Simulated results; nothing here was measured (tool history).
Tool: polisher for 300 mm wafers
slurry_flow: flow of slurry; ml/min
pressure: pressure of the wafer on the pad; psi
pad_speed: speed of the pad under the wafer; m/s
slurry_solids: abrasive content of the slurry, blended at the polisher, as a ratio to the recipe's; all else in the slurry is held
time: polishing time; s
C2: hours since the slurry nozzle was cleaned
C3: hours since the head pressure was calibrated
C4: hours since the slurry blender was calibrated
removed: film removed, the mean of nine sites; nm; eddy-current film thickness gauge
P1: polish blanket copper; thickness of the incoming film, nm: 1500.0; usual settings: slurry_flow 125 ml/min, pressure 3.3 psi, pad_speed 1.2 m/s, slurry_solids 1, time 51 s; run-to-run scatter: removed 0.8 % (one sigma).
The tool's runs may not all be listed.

{"run": 1, "hour": 2.2, "slurry_flow": 125, "pressure": 3.3, "pad_speed": 1.2, "slurry_solids": 1, "time": 51, "wafers polished on this pad": 951, "C2": 262, "C3": 258.5, "C4": 85.6, "removed": 179.48}
{"run": 2, "hour": 5.5, "slurry_flow": 125, "pressure": 3.3, "pad_speed": 1.2, "slurry_solids": 0.55, "time": 51, "wafers polished on this pad": 1000, "C2": 265.3, "C3": 261.8, "C4": 88.9, "removed": 155.95}
{"run": 3, "hour": 8.1, "slurry_flow": 125, "pressure": 3.3, "pad_speed": 1.9, "slurry_solids": 1, "time": 51, "wafers polished on this pad": 1039, "C2": 267.9, "C3": 264.4, "C4": 91.5, "removed": 282.56}
{"run": 4, "hour": 12.3, "slurry_flow": 125, "pressure": 3.3, "pad_speed": 1.2, "slurry_solids": 1, "time": 51, "wafers polished on this pad": 1101, "C2": 272.1, "C3": 268.6, "C4": 95.7, "removed": 182.24}
{"run": 5, "hour": 16.7, "slurry_flow": 185, "pressure": 3.3, "pad_speed": 1.2, "slurry_solids": 1, "time": 51, "wafers polished on this pad": 1166, "C2": 276.5, "C3": 273, "C4": 100.1, "removed": 190.57}
{"run": 6, "hour": 20.1, "slurry_flow": 75, "pressure": 3.3, "pad_speed": 1.2, "slurry_solids": 1, "time": 51, "wafers polished on this pad": 1217, "C2": 279.9, "C3": 276.4, "C4": 103.5, "removed": 157.23}
{"run": 7, "hour": 24.7, "slurry_flow": 125, "pressure": 1.8, "pad_speed": 1.2, "slurry_solids": 1.2, "time": 51, "wafers polished on this pad": 1285, "C2": 284.5, "C3": 281, "C4": 108.1, "removed": 101.91}
{"run": 8, "hour": 27.9, "slurry_flow": 125, "pressure": 3.3, "pad_speed": 0.84, "slurry_solids": 1, "time": 51, "wafers polished on this pad": 1332, "C2": 287.7, "C3": 284.2, "C4": 111.3, "removed": 124.95}
{"run": 9, "hour": 30.3, "slurry_flow": 125, "pressure": 3.3, "pad_speed": 1.2, "slurry_solids": 1, "time": 51, "wafers polished on this pad": 1368, "C2": 290.1, "C3": 286.6, "C4": 113.7, "removed": 179.66}
{"run": 10, "hour": 34.2, "slurry_flow": 125, "pressure": 3.3, "pad_speed": 1.2, "slurry_solids": 1, "time": 51, "wafers polished on this pad": 1426, "C2": 294, "C3": 290.5, "C4": 117.6, "removed": 178.43}
{"run": 11, "hour": 36.2, "slurry_flow": 125, "pressure": 3.3, "pad_speed": 1.2, "slurry_solids": 1, "time": 23, "wafers polished on this pad": 1455, "C2": 296, "C3": 292.5, "C4": 119.6, "removed": 81.227}
{"run": 12, "hour": 40.2, "slurry_flow": 125, "pressure": 3.3, "pad_speed": 1.2, "slurry_solids": 1.5, "time": 51, "wafers polished on this pad": 1515, "C2": 300, "C3": 296.5, "C4": 123.6, "removed": 194.65}
{"run": 13, "hour": 42.8, "slurry_flow": 125, "pressure": 1.5, "pad_speed": 1.2, "slurry_solids": 1, "time": 51, "wafers polished on this pad": 1553, "C2": 302.6, "C3": 299.1, "C4": 126.2, "removed": 82.349}
{"run": 14, "hour": 46.6, "slurry_flow": 125, "pressure": 2.1, "pad_speed": 1.2, "slurry_solids": 1, "time": 66, "wafers polished on this pad": 1610, "C2": 306.4, "C3": 302.9, "C4": 130, "removed": 147.77}
{"run": 15, "hour": 48.8, "slurry_flow": 125, "pressure": 3.3, "pad_speed": 1.2, "slurry_solids": 1, "time": 70, "wafers polished on this pad": 1642, "C2": 308.6, "C3": 305.1, "C4": 132.2, "removed": 247.38}
{"run": 16, "hour": 52.8, "slurry_flow": 125, "pressure": 5.1, "pad_speed": 1.2, "slurry_solids": 1, "time": 51, "wafers polished on this pad": 1702, "C2": 312.6, "C3": 309.1, "C4": 136.2, "removed": 276.1}
{"run": 17, "hour": 55.1, "slurry_flow": 125, "pressure": 3.3, "pad_speed": 1.2, "slurry_solids": 1, "time": 51, "wafers polished on this pad": 1736, "C2": 314.9, "C3": 311.4, "C4": 138.5, "removed": 179.97}
{"run": 18, "hour": 59.2, "slurry_flow": 125, "pressure": 3.3, "pad_speed": 1.2, "slurry_solids": 1, "time": 51, "wafers polished on this pad": 1797, "C2": 319, "C3": 315.5, "C4": 142.6, "removed": 180.56}
{"run": 19, "hour": 63.3, "slurry_flow": 125, "pressure": 3.3, "pad_speed": 1.2, "slurry_solids": 1, "time": 51, "wafers polished on this pad": 1857, "C2": 323.1, "C3": 319.6, "C4": 146.7, "removed": 170.28}
{"run": 20, "hour": 65.9, "slurry_flow": 125, "pressure": 3.3, "pad_speed": 1.2, "slurry_solids": 1, "time": 51, "wafers polished on this pad": 1896, "C2": 325.7, "C3": 322.2, "C4": 149.3, "removed": 167.48}
{"hour": 66.6, "done": "slurry blender recalibrated"}
{"run": 21, "hour": 69.9, "slurry_flow": 125, "pressure": 3.3, "pad_speed": 1.2, "slurry_solids": 1, "time": 51, "wafers polished on this pad": 1955, "C2": 329.7, "C3": 326.2, "C4": 3.3, "removed": 167.23}
{"hour": 71.0, "done": "head pressure recalibrated"}
{"run": 22, "hour": 73.8, "slurry_flow": 125, "pressure": 3.3, "pad_speed": 1.2, "slurry_solids": 1, "time": 51, "wafers polished on this pad": 2013, "C2": 333.6, "C3": 2.9, "C4": 7.2, "removed": 162.45}
{"run": 23, "hour": 77.1, "slurry_flow": 125, "pressure": 3.3, "pad_speed": 1.2, "slurry_solids": 1, "time": 51, "wafers polished on this pad": 2062, "C2": 336.9, "C3": 6.2, "C4": 10.5, "removed": 164.97}
{"run": 24, "hour": 80.0, "slurry_flow": 125, "pressure": 3.3, "pad_speed": 1.2, "slurry_solids": 1, "time": 51, "wafers polished on this pad": 2105, "C2": 339.8, "C3": 9.1, "C4": 13.4, "removed": 163.5}

What P1 gives has crept away from where it was. These 2 causes fit the log equally well, each at the size given:
A: removal rate lost through wear of the pad, % = 8.66
B: slurry flow missing at the pad, % = 31.3
The creep began at about hour 59.2.
Why every other cause is out:
head's pressure below its setpoint, %: serviced at hour 71, which brought nothing back
abrasive missing from the slurry, %: serviced at hour 66.6, which brought nothing back

4 check runs are offered, each on 2 wafers whose results are averaged, their results left as question marks. Which one tells the causes apart?
{"run": "check 1", "hour": 82.9, "slurry_flow": 75, "pressure": 3.3, "pad_speed": 1.5, "slurry_solids": 1, "time": 51, "removed": "?"}
{"run": "check 2", "hour": 82.9, "slurry_flow": 125, "pressure": 1.5, "pad_speed": 1.2, "slurry_solids": 1.2, "time": 51, "removed": "?"}
{"run": "check 3", "hour": 82.9, "slurry_flow": 125, "pressure": 3.3, "pad_speed": 1.8, "slurry_solids": 1.4, "time": 51, "removed": "?"}
{"run": "check 4", "hour": 82.9, "slurry_flow": 125, "pressure": 2.3, "pad_speed": 1.2, "slurry_solids": 1, "time": 26, "removed": "?"}

What each check would give under each cause:
check=check_1 result=removed if_A=179.38 if_B=170.76
check=check_2 result=removed if_A=77.381 if_B=77.376
check=check_3 result=removed if_A=264.2 if_B=264.18
check=check_4 result=removed if_A=58.147 if_B=58.143
How far apart the two closest causes lie, in the result that separates them most: check 1 4.92 %; check 2 0.01 %; check 3 0.01 %; check 4 0.01 %
Check 1 tells the causes apart: in the others they would give nearly the same result.

Check 1 was then run and gave: removed 179.41 nm. Which cause is it?

It is A: removal rate lost through wear of the pad, %.

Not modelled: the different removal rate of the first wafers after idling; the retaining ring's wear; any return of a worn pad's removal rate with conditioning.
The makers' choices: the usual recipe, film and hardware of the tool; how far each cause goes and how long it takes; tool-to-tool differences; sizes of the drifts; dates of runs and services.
